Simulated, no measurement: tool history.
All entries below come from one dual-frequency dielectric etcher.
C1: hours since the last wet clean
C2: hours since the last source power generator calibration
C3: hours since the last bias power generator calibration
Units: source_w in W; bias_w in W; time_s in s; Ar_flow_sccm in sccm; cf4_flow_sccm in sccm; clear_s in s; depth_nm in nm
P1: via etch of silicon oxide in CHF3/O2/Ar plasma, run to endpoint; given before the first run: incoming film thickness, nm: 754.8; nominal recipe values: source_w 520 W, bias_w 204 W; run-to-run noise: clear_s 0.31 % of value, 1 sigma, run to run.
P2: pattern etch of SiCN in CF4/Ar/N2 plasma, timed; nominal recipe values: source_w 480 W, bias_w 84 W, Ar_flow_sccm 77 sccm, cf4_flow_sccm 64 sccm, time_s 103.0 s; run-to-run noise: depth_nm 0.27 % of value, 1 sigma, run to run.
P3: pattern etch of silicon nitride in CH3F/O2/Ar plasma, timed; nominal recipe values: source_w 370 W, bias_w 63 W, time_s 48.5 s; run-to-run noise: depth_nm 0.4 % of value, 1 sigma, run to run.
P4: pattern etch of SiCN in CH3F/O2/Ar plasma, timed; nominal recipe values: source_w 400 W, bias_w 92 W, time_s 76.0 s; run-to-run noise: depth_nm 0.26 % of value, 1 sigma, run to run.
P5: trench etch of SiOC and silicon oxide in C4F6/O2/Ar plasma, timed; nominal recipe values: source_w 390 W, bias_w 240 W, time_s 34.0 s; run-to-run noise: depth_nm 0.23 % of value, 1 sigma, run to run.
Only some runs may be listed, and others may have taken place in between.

Run 1, hour 4.6: process P1, source_w 520 W, bias_w 204 W; C1 76.4; C2 1476.6; C3 3328.3. Result: clear_s 386.66 s.
Run 2, hour 8.2: process P4, source_w 400 W, bias_w 92 W, time_s 76.0 s; C1 80.0; C2 1480.2; C3 3331.9. Result: depth_nm 31.250 nm.
Run 3, hour 11.4: process P2, source_w 480 W, bias_w 84 W, time_s 103.0 s, Ar_flow_sccm 103 sccm, cf4_flow_sccm 64 sccm; C1 83.2; C2 1483.4; C3 3335.1. Result: depth_nm 97.323 nm.
Run 4, hour 16.4: process P2, source_w 480 W, bias_w 100 W, time_s 103.0 s, Ar_flow_sccm 77 sccm, cf4_flow_sccm 64 sccm; C1 88.2; C2 1488.4; C3 3340.1. Result: depth_nm 107.960 nm.
Run 5, hour 21.6: process P4, source_w 400 W, bias_w 60 W, time_s 76.0 s; C1 93.4; C2 1493.6; C3 3345.3. Result: depth_nm 26.856 nm.
Run 6, hour 26.6: process P3, source_w 370 W, bias_w 38 W, time_s 48.5 s; C1 98.4; C2 1498.6; C3 3350.3. Result: depth_nm 26.536 nm.
Run 7, hour 31.0: process P1, source_w 680 W, bias_w 237 W; C1 102.8; C2 1503.0; C3 3354.7. Result: clear_s 334.27 s.
Run 8, hour 34.5: process P3, source_w 370 W, bias_w 63 W, time_s 48.5 s; C1 106.3; C2 1506.5; C3 3358.2. Result: depth_nm 30.902 nm.
Run 9, hour 40.3: process P1, source_w 520 W, bias_w 204 W; C1 112.1; C2 1512.3; C3 3364.0. Result: clear_s 388.94 s.
Run 10, hour 43.8: process P2, source_w 480 W, bias_w 84 W, time_s 103.0 s, Ar_flow_sccm 77 sccm, cf4_flow_sccm 80 sccm; C1 115.6; C2 1515.8; C3 3367.5. Result: depth_nm 104.300 nm.
Run 11, hour 47.9: process P5, source_w 510 W, bias_w 240 W, time_s 34.0 s; C1 119.7; C2 1519.9; C3 3371.6. Result: depth_nm 80.844 nm.
Run 12, hour 53.2: process P5, source_w 390 W, bias_w 183 W, time_s 34.0 s; C1 125.0; C2 1525.2; C3 3376.9. Result: depth_nm 67.078 nm.
Run 13, hour 57.9: process P1, source_w 640 W, bias_w 249 W; C1 129.7; C2 1529.9; C3 3381.6. Result: clear_s 334.19 s.
Run 14, hour 61.8: process P3, source_w 370 W, bias_w 63 W, time_s 48.5 s; C1 133.6; C2 1533.8; C3 3385.5. Result: depth_nm 31.100 nm.
Run 15, hour 65.6: process P1, source_w 520 W, bias_w 277 W; C1 137.4; C2 1537.6; C3 3389.3. Result: clear_s 348.28 s.
Run 16, hour 70.0: process P1, source_w 390 W, bias_w 204 W; C1 141.8; C2 1542.0; C3 3393.7. Result: clear_s 434.12 s.
Run 17, hour 75.9: process P1, source_w 520 W, bias_w 204 W; C1 147.7; C2 1547.9; C3 3399.6. Result: clear_s 388.19 s.
Run 18, hour 81.1: process P1, source_w 520 W, bias_w 204 W; C1 152.9; C2 1553.1; C3 3404.8. Result: clear_s 388.67 s.
Run 19, hour 86.1: process P3, source_w 370 W, bias_w 63 W, time_s 26.5 s; C1 157.9; C2 1558.1; C3 3409.8. Result: depth_nm 16.857 nm.
Run 20, hour 90.8: process P2, source_w 480 W, bias_w 84 W, time_s 103.0 s, Ar_flow_sccm 77 sccm, cf4_flow_sccm 64 sccm; C1 162.6; C2 1562.8; C3 3414.5. Result: depth_nm 101.530 nm.
Run 21, hour 94.9: process P2, source_w 390 W, bias_w 84 W, time_s 103.0 s, Ar_flow_sccm 77 sccm, cf4_flow_sccm 64 sccm; C1 166.7; C2 1566.9; C3 3418.6. Result: depth_nm 84.256 nm.
Run 22, hour 99.2: process P5, source_w 390 W, bias_w 240 W, time_s 25.0 s; C1 171.0; C2 1571.2; C3 3422.9. Result: depth_nm 53.894 nm.
Run 23, hour 101.9: process P5, source_w 390 W, bias_w 240 W, time_s 34.0 s; C1 173.7; C2 1573.9; C3 3425.6. Result: depth_nm 73.638 nm.
Run 24, hour 107.8: process P3, source_w 240 W, bias_w 63 W, time_s 48.5 s; C1 179.6; C2 1579.8; C3 3431.5. Result: depth_nm 26.423 nm.
Run 25, hour 110.9: process P4, source_w 520 W, bias_w 92 W, time_s 76.0 s; C1 182.7; C2 1582.9; C3 3434.6. Result: depth_nm 34.520 nm.
Run 26, hour 116.6: process P2, source_w 480 W, bias_w 84 W, time_s 155.0 s, Ar_flow_sccm 77 sccm, cf4_flow_sccm 64 sccm; C1 188.4; C2 1588.6; C3 3440.3. Result: depth_nm 152.730 nm.
Run 27, hour 119.9: process P1, source_w 520 W, bias_w 204 W; C1 191.7; C2 1591.9; C3 3443.6. Result: clear_s 387.88 s.
Run 28, hour 123.3: process P1, source_w 520 W, bias_w 204 W; C1 195.1; C2 1595.3; C3 3447.0. Result: clear_s 387.18 s.
Run 29, hour 127.1: process P1, source_w 630 W, bias_w 204 W; C1 198.9; C2 1599.1; C3 3450.8. Result: clear_s 361.20 s.
Run 30, hour 129.9: process P4, source_w 400 W, bias_w 92 W, time_s 42.0 s; C1 201.7; C2 1601.9; C3 3453.6. Result: depth_nm 17.247 nm.
Run 31, hour 135.3: process P1, source_w 520 W, bias_w 135 W; C1 207.1; C2 1607.3; C3 3459.0. Result: clear_s 443.15 s.
Run 32, hour 139.7: process P1, source_w 520 W, bias_w 204 W; C1 211.5; C2 1611.7; C3 3463.4. Result: clear_s 387.29 s.
Run 33, hour 144.5: process P1, source_w 520 W, bias_w 204 W; C1 216.3; C2 1616.5; C3 3468.2. Result: clear_s 389.76 s.
Run 34, hour 148.2: process P1, source_w 520 W, bias_w 204 W; C1 220.0; C2 1620.2; C3 3471.9. Result: clear_s 391.08 s.
Run 35, hour 153.6: process P1, source_w 520 W, bias_w 204 W; C1 225.4; C2 1625.6; C3 3477.3. Result: clear_s 390.71 s.
At hour 157.0: wet clean of the chamber.
Run 36, hour 158.7: process P1, source_w 520 W, bias_w 204 W; C1 1.7; C2 1630.7; C3 3482.4. Result: clear_s 393.05 s.
Run 37, hour 164.5: process P1, source_w 520 W, bias_w 204 W; C1 7.5; C2 1636.5; C3 3488.2. Result: clear_s 394.10 s.
Run 38, hour 170.2: process P1, source_w 520 W, bias_w 204 W; C1 13.2; C2 1642.2; C3 3493.9. Result: clear_s 393.41 s.
Run 39, hour 175.3: process P1, source_w 520 W, bias_w 204 W; C1 18.3; C2 1647.3; C3 3499.0. Result: clear_s 395.41 s.
Run 40, hour 180.6: process P1, source_w 520 W, bias_w 204 W; C1 23.6; C2 1652.6; C3 3504.3. Result: clear_s 395.36 s.
Run 41, hour 184.2: process P1, source_w 520 W, bias_w 204 W; C1 27.2; C2 1656.2; C3 3507.9. Result: clear_s 397.15 s.
Run 42, hour 188.9: process P1, source_w 520 W, bias_w 204 W; C1 31.9; C2 1660.9; C3 3512.6. Result: clear_s 393.85 s.

The output of P1 has drifted from where it used to be. Each of the 2 causes below, taken at the size shown beside it, accounts for the log equally well:
A: source power that arrives under what is set, % = 3.99
B: bias power that arrives under what is set, % = 4.35
The creep began at about hour 139.7.
The rest of the possible causes, and what rules out each one:
chamber walls in a state that lowers the etch rate, %: serviced at hour 157.0, after the drift had started, without restoring the earlier output

Listed below are the offered check runs, one wafer per run, with question marks in place of results. For which of them would the causes give clearly different outcomes?
Run check 1, hour 193.6: process P4, source_w 400 W, bias_w 92 W, time_s 76.0 s. Result: depth_nm ?.
Run check 2, hour 193.6: process P2, source_w 480 W, bias_w 84 W, time_s 103.0 s, Ar_flow_sccm 77 sccm, cf4_flow_sccm 64 sccm. Result: depth_nm ?.
Run check 3, hour 193.6: process P3, source_w 370 W, bias_w 63 W, time_s 48.5 s. Result: depth_nm ?.
Run check 4, hour 193.6: process P5, source_w 390 W, bias_w 240 W, time_s 34.0 s. Result: depth_nm ?.

Expected result of each check under each candidate cause:
  check    result    if A    if B
check 1  depth_nm  30.762  30.720
check 2  depth_nm  97.842  99.855
check 3  depth_nm  30.543  30.566
check 4  depth_nm  72.167  72.216
Minimum pairwise separation of causes per check, each pair taken at its best-separating result: check 1 0.14 %; check 2 2.04 %; check 3 0.08 %; check 4 0.07 %
Check 2 tells the causes apart: in the others they would give nearly the same result.

Running check 2 produced the following: depth_nm 97.760 nm. Which one of the listed causes fits?

The correct cause is A, namely: source power that arrives under what is set, %.

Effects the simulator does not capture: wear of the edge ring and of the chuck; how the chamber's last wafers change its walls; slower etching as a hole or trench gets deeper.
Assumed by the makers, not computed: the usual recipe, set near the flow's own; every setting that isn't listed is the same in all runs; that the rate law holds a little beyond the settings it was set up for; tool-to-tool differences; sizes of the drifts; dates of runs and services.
